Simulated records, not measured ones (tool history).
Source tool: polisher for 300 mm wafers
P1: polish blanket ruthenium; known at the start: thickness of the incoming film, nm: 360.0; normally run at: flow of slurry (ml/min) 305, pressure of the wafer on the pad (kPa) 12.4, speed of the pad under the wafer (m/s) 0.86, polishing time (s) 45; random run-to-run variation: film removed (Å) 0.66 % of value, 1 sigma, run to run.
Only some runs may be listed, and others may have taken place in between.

| run | hour | flow of slurry (ml/min) | pressure of the wafer on the pad (kPa) | speed of the pad under the wafer (m/s) | polishing time (s) | wafers polished on this pad | hours since the slurry nozzle was cleaned | hours since the head pressure was calibrated | film removed (Å) |
|---|---|---|---|---|---|---|---|---|---|
| 1 | 10.3 | 305 | 12.4 | 0.86 | 45 | 432 | 283.1 | 649.8 | 342.08 |
| 2 | 19.8 | 445 | 12.4 | 0.86 | 45 | 496 | 292.6 | 659.3 | 351.38 |
| 3 | 31.2 | 305 | 12.4 | 0.86 | 66 | 573 | 304.0 | 670.7 | 503.75 |
| 4 | 43.9 | 305 | 12.4 | 1.34 | 45 | 658 | 316.7 | 683.4 | 529.67 |
| 5 | 58.3 | 305 | 12.4 | 0.86 | 45 | 756 | 331.1 | 697.8 | 340.04 |
| 6 | 65.6 | 305 | 12.4 | 0.86 | 20 | 805 | 338.4 | 705.1 | 151.19 |
| 7 | 79.9 | 305 | 12.4 | 0.86 | 45 | 902 | 352.7 | 719.4 | 342.48 |
| 8 | 94.3 | 215 | 15.9 | 0.86 | 45 | 999 | 367.1 | 733.8 | 417.44 |
| 9 | 101.2 | 305 | 17.2 | 0.86 | 45 | 1045 | 374.0 | 740.7 | 473.20 |
| 10 | 111.7 | 305 | 12.4 | 0.86 | 45 | 1116 | 384.5 | 751.2 | 339.51 |
| 11 | 120.4 | 185 | 12.4 | 0.86 | 45 | 1175 | 393.2 | 759.9 | 317.95 |
| 12 | 135.2 | 305 | 6.2 | 0.86 | 45 | 1275 | 408.0 | 774.7 | 170.32 |
| 13 | 149.6 | 305 | 12.4 | 0.56 | 45 | 1372 | 422.4 | 789.1 | 223.59 |
| 14 | 161.8 | 305 | 12.4 | 0.86 | 45 | 1455 | 434.6 | 801.3 | 339.37 |
| 15 | 169.2 | 305 | 12.4 | 0.86 | 45 | 1504 | 442.0 | 808.7 | 337.40 |
| 16 | 177.7 | 305 | 12.4 | 0.86 | 45 | 1562 | 450.5 | 817.2 | 335.62 |
| 17 | 190.6 | 305 | 12.4 | 0.86 | 45 | 1649 | 463.4 | 830.1 | 330.20 |
| 18 | 205.2 | 305 | 12.4 | 0.86 | 45 | 1748 | 478.0 | 844.7 | 332.59 |
| 19 | 220.1 | 305 | 12.4 | 0.86 | 45 | 1848 | 492.9 | 859.6 | 327.54 |
| 20 | 234.6 | 305 | 12.4 | 0.86 | 45 | 1946 | 507.4 | 874.1 | 327.35 |
|  | 235.1 | head pressure recalibrated |
| 21 | 242.4 | 305 | 12.4 | 0.86 | 45 | 1999 | 515.2 | 7.3 | 329.17 |
| 22 | 257.0 | 305 | 12.4 | 0.86 | 45 | 2097 | 529.8 | 21.9 | 328.76 |
| 23 | 265.3 | 305 | 12.4 | 0.86 | 45 | 2153 | 538.1 | 30.2 | 325.95 |

Something has made what P1 gives creep away from where it was; the 2 causes below, each at its own stated size, fit the log equally well:
A: removal rate lost through wear of the pad, % = 3.51
B: slurry flow missing at the pad, % = 29
The process output started creeping at around hour 161.8.
Each remaining cause and why it is not a fit:
head's pressure below its setpoint, %: serviced after onset, at hour 235.1, with no recovery of the prior output

Which of the check runs below tells the causes apart, meaning the causes would give it clearly different results? Each run uses 5 wafers whose results are averaged, and each result is shown as a question mark.
| check 1 | 273.6 | 185 | 12.4 | 1.22 | 45 |  |  |  | ? |
| check 2 | 273.6 | 305 | 9.0 | 0.86 | 45 |  |  |  | ? |
| check 3 | 273.6 | 305 | 15.9 | 0.86 | 45 |  |  |  | ? |
| check 4 | 273.6 | 365 | 15.2 | 0.86 | 45 |  |  |  | ? |

What every check run would give for each of its results, assuming each possible cause in turn:
| check | result | if A | if B |
|---|---|---|---|
| check 1 | film removed (Å) | 440.23 | 430.85 |
| check 2 | film removed (Å) | 237.17 | 237.16 |
| check 3 | film removed (Å) | 419.61 | 419.59 |
| check 4 | film removed (Å) | 407.26 | 409.54 |
Gap, in per cent, between the two causes that each check separates least, read from the result that separates them most: check 1 2.16 %; check 2 0.01 %; check 3 0.01 %; check 4 0.56 %
Check 1 distinguishes between the causes, while the remaining checks would return nearly the same result for all of them.

With check 1 done, the readings were: film removed (Å) 429.85. Identify which of the listed causes applies.

The cause is B: slurry flow missing at the pad, %.
